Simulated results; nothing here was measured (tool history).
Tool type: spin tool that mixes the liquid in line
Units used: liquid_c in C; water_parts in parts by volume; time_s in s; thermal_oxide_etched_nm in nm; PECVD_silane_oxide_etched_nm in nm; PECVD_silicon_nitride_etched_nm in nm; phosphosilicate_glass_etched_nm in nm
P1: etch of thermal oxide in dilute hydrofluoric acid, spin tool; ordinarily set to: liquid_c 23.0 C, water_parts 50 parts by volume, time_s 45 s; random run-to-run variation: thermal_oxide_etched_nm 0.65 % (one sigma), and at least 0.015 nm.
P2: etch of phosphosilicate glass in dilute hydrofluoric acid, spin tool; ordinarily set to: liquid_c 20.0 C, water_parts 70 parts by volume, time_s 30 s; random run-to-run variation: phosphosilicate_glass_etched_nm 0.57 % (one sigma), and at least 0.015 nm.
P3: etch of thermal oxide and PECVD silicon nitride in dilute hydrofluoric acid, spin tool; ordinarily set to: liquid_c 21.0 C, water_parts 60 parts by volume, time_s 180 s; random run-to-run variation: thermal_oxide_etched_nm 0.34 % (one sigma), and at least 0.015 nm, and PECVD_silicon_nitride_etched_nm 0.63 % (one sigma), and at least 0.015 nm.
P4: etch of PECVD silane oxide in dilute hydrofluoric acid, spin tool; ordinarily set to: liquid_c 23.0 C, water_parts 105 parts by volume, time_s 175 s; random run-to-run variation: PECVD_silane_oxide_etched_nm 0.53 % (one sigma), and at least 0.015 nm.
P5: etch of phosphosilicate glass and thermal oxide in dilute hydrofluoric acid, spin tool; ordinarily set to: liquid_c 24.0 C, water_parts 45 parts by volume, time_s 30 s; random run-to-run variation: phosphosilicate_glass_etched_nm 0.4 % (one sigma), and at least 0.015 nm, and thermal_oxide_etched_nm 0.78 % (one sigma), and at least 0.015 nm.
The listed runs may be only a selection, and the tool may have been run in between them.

run,hour,process,liquid_c,water_parts,time_s,hours since the thermometer was replaced,hours since the hydrofluoric acid flow meter was replaced,thermal_oxide_etched_nm,PECVD_silane_oxide_etched_nm,PECVD_silicon_nitride_etched_nm,phosphosilicate_glass_etched_nm
1,9.0,P1,23.0,50,45,1563.5,445.1,4.6479,,,
2,13.3,P4,23.0,105,175,1567.8,449.4,,40.890,,
3,18.9,P1,23.0,50,45,1573.4,455.0,4.5433,,,
4,27.8,P1,23.0,50,45,1582.3,463.9,4.5265,,,
5,36.1,P1,23.0,50,45,1590.6,472.2,4.5909,,,
6,43.3,P1,23.0,85,45,1597.8,479.4,2.5789,,,
7,50.6,P3,21.0,60,180,1605.1,486.7,12.2910,,4.1866,
8,57.8,P1,23.0,50,45,1612.3,493.9,4.6360,,,
9,64.5,P3,17.0,60,180,1619.0,500.6,10.4360,,3.1641,
10,72.3,P4,23.0,105,310,1626.8,508.4,,72.453,,
11,79.3,P2,20.0,70,30,1633.8,515.4,,,,30.007
12,88.3,P1,23.0,50,15,1642.8,524.4,1.5330,,,
13,94.9,P2,20.0,30,30,1649.4,531.0,,,,73.283
14,99.8,P4,28.0,105,175,1654.3,535.9,,50.143,,
15,107.0,P1,23.0,50,45,1661.5,543.1,4.6265,,,
# hour 111.3: hydrofluoric acid flow meter replaced
16,111.4,P1,17.0,50,45,1665.9,0.2,3.5578,,,
17,119.0,P3,21.0,100,180,1673.5,7.8,7.0292,,2.5486,
18,126.2,P1,23.0,30,45,1680.7,15.0,7.7807,,,
19,130.2,P2,20.0,70,30,1684.7,19.0,,,,29.540
20,134.4,P1,31.0,50,45,1688.9,23.2,6.3335,,,
21,138.7,P5,24.0,45,30,1693.2,27.5,3.2433,,,55.544
22,143.7,P3,21.0,60,350,1698.2,32.5,23.8980,,8.1824,
23,148.8,P1,23.0,80,20,1703.3,37.6,1.2092,,,
24,156.5,P1,23.0,50,75,1711.0,45.3,7.6463,,,
25,165.0,P2,17.0,70,30,1719.5,53.8,,,,26.455
26,173.7,P5,17.5,45,30,1728.2,62.5,2.4529,,,42.090
27,178.4,P1,29.5,20,45,1732.9,67.2,15.7890,,,
28,187.1,P5,24.0,65,30,1741.6,75.9,2.1867,,,37.489
29,193.2,P4,23.0,30,175,1747.7,82.0,,159.140,,
30,199.1,P5,24.0,45,60,1753.6,87.9,6.4103,,,110.610
31,207.7,P2,20.0,70,60,1762.2,96.5,,,,59.658
32,215.2,P1,23.0,50,45,1769.7,104.0,4.6030,,,
33,219.2,P1,23.0,50,45,1773.7,108.0,4.6112,,,
34,225.9,P1,23.0,50,45,1780.4,114.7,4.5008,,,
35,230.7,P1,23.0,50,45,1785.2,119.5,4.3901,,,
36,239.8,P1,23.0,50,45,1794.3,128.6,4.1953,,,
37,245.5,P1,23.0,50,45,1800.0,134.3,4.2396,,,
38,254.3,P1,23.0,50,45,1808.8,143.1,4.2506,,,
39,258.9,P1,23.0,50,45,1813.4,147.7,4.2063,,,
40,267.7,P1,23.0,50,45,1822.2,156.5,4.1733,,,
41,272.1,P1,23.0,50,45,1826.6,160.9,4.1735,,,
42,276.9,P1,23.0,50,45,1831.4,165.7,4.1309,,,
43,280.8,P1,23.0,50,45,1835.3,169.6,4.1691,,,
44,288.5,P1,23.0,50,45,1843.0,177.3,4.1700,,,

Something has made what P1 gives creep away from where it was; the 2 causes below, each at its own stated size, fit the log equally well:
A: liquid colder than its thermometer reads (K) = 2.4
B: hydrofluoric acid flow below the setpoint (%) = 8.97
The gradual shift began around hour 219.2.

4 check runs are offered, one wafer each, their results left as question marks. Which one tells the causes apart?
check 1,296.2,P4,23.0,105,175,,,,?,,
check 2,296.2,P2,20.0,70,30,,,,,,?
check 3,296.2,P3,21.0,60,180,,,?,,?,
check 4,296.2,P5,24.0,45,30,,,?,,,?

Predicted outcomes, by check and by cause:
check,result,if A,if B
check 1,PECVD_silane_oxide_etched_nm,37.305,36.949
check 2,phosphosilicate_glass_etched_nm,27.022,27.009
check 3,thermal_oxide_etched_nm,11.0910,11.0940
check 3,PECVD_silicon_nitride_etched_nm,3.5365,3.8102
check 4,thermal_oxide_etched_nm,2.9233,2.9242
check 4,phosphosilicate_glass_etched_nm,50.053,50.068
Per-check spread between the two closest causes, in the result where they differ most: check 1 0.96 %; check 2 0.05 %; check 3 7.46 %; check 4 0.03 %
The other checks would show nearly matching results whichever cause is true, so check 3 is the only one that separates the causes.

With check 3 done, the readings were: thermal_oxide_etched_nm 11.0700 nm; PECVD_silicon_nitride_etched_nm 3.7451 nm. Identify which of the listed causes applies.

It is B: hydrofluoric acid flow below the setpoint (%).

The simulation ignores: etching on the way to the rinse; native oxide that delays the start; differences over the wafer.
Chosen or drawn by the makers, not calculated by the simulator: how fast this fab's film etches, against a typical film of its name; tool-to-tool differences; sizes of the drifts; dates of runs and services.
